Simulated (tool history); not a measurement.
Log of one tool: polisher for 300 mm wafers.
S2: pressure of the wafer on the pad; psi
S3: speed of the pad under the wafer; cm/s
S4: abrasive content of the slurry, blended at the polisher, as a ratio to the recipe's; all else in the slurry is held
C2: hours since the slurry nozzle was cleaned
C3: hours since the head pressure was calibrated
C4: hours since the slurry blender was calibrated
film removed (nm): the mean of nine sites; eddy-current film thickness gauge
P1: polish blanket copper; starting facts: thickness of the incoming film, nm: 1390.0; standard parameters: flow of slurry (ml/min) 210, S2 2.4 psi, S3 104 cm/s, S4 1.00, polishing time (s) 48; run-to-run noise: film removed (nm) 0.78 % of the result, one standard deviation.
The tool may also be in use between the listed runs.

{"run": 1, "day": 0.679, "flow of slurry (ml/min)": 210, "S2": 2.4, "S3": 104, "S4": 1.0, "polishing time (s)": 48, "wafers polished on this pad": 857, "C2": 229.9, "C3": 215.8, "C4": 171.1, "film removed (nm)": 148.04}
{"run": 2, "day": 1.104, "flow of slurry (ml/min)": 210, "S2": 2.4, "S3": 104, "S4": 0.65, "polishing time (s)": 48, "wafers polished on this pad": 929, "C2": 240.1, "C3": 226.0, "C4": 181.3, "film removed (nm)": 134.65}
{"run": 3, "day": 1.446, "flow of slurry (ml/min)": 210, "S2": 2.4, "S3": 104, "S4": 1.0, "polishing time (s)": 74, "wafers polished on this pad": 987, "C2": 248.3, "C3": 234.2, "C4": 189.5, "film removed (nm)": 228.98}
{"run": 4, "day": 1.829, "flow of slurry (ml/min)": 210, "S2": 2.4, "S3": 104, "S4": 1.0, "polishing time (s)": 48, "wafers polished on this pad": 1051, "C2": 257.5, "C3": 243.4, "C4": 198.7, "film removed (nm)": 145.09}
{"run": 5, "day": 2.312, "flow of slurry (ml/min)": 210, "S2": 2.4, "S3": 156, "S4": 1.0, "polishing time (s)": 48, "wafers polished on this pad": 1133, "C2": 269.1, "C3": 255.0, "C4": 210.3, "film removed (nm)": 222.55}
{"run": 6, "day": 3.029, "flow of slurry (ml/min)": 210, "S2": 2.4, "S3": 104, "S4": 1.0, "polishing time (s)": 48, "wafers polished on this pad": 1254, "C2": 286.3, "C3": 272.2, "C4": 227.5, "film removed (nm)": 146.99}
{"run": 7, "day": 3.738, "flow of slurry (ml/min)": 210, "S2": 2.4, "S3": 104, "S4": 1.3, "polishing time (s)": 32, "wafers polished on this pad": 1374, "C2": 303.3, "C3": 289.2, "C4": 244.5, "film removed (nm)": 105.05}
{"run": 8, "day": 4.433, "flow of slurry (ml/min)": 325, "S2": 2.4, "S3": 104, "S4": 1.0, "polishing time (s)": 48, "wafers polished on this pad": 1491, "C2": 320.0, "C3": 305.9, "C4": 261.2, "film removed (nm)": 154.72}
{"run": 9, "day": 5.021, "flow of slurry (ml/min)": 210, "S2": 1.5, "S3": 104, "S4": 1.0, "polishing time (s)": 48, "wafers polished on this pad": 1590, "C2": 334.1, "C3": 320.0, "C4": 275.3, "film removed (nm)": 91.272}
{"run": 10, "day": 5.558, "flow of slurry (ml/min)": 210, "S2": 2.4, "S3": 104, "S4": 1.4, "polishing time (s)": 48, "wafers polished on this pad": 1681, "C2": 347.0, "C3": 332.9, "C4": 288.2, "film removed (nm)": 158.39}
{"run": 11, "day": 5.988, "flow of slurry (ml/min)": 210, "S2": 1.6, "S3": 156, "S4": 1.0, "polishing time (s)": 48, "wafers polished on this pad": 1753, "C2": 357.3, "C3": 343.2, "C4": 298.5, "film removed (nm)": 148.44}
{"run": 12, "day": 6.596, "flow of slurry (ml/min)": 210, "S2": 2.4, "S3": 104, "S4": 1.0, "polishing time (s)": 48, "wafers polished on this pad": 1856, "C2": 371.9, "C3": 357.8, "C4": 313.1, "film removed (nm)": 148.85}
{"run": 13, "day": 7.221, "flow of slurry (ml/min)": 210, "S2": 3.2, "S3": 104, "S4": 1.0, "polishing time (s)": 48, "wafers polished on this pad": 1962, "C2": 386.9, "C3": 372.8, "C4": 328.1, "film removed (nm)": 199.57}
{"run": 14, "day": 7.804, "flow of slurry (ml/min)": 210, "S2": 2.4, "S3": 104, "S4": 1.0, "polishing time (s)": 35, "wafers polished on this pad": 2060, "C2": 400.9, "C3": 386.8, "C4": 342.1, "film removed (nm)": 108.18}

Run 15, settings as shown, results not yet in. Your forecast:
{"day": 8.308, "done": "slurry blender recalibrated"}
{"run": 15, "day": 8.396, "flow of slurry (ml/min)": 150, "S2": 2.4, "S3": 104, "S4": 1.0, "polishing time (s)": 48, "wafers polished on this pad": 2160, "C2": 415.1, "C3": 401.0, "C4": 2.1, "film removed (nm)": "?"}

Run 15 produced film removed (nm) 139.970.
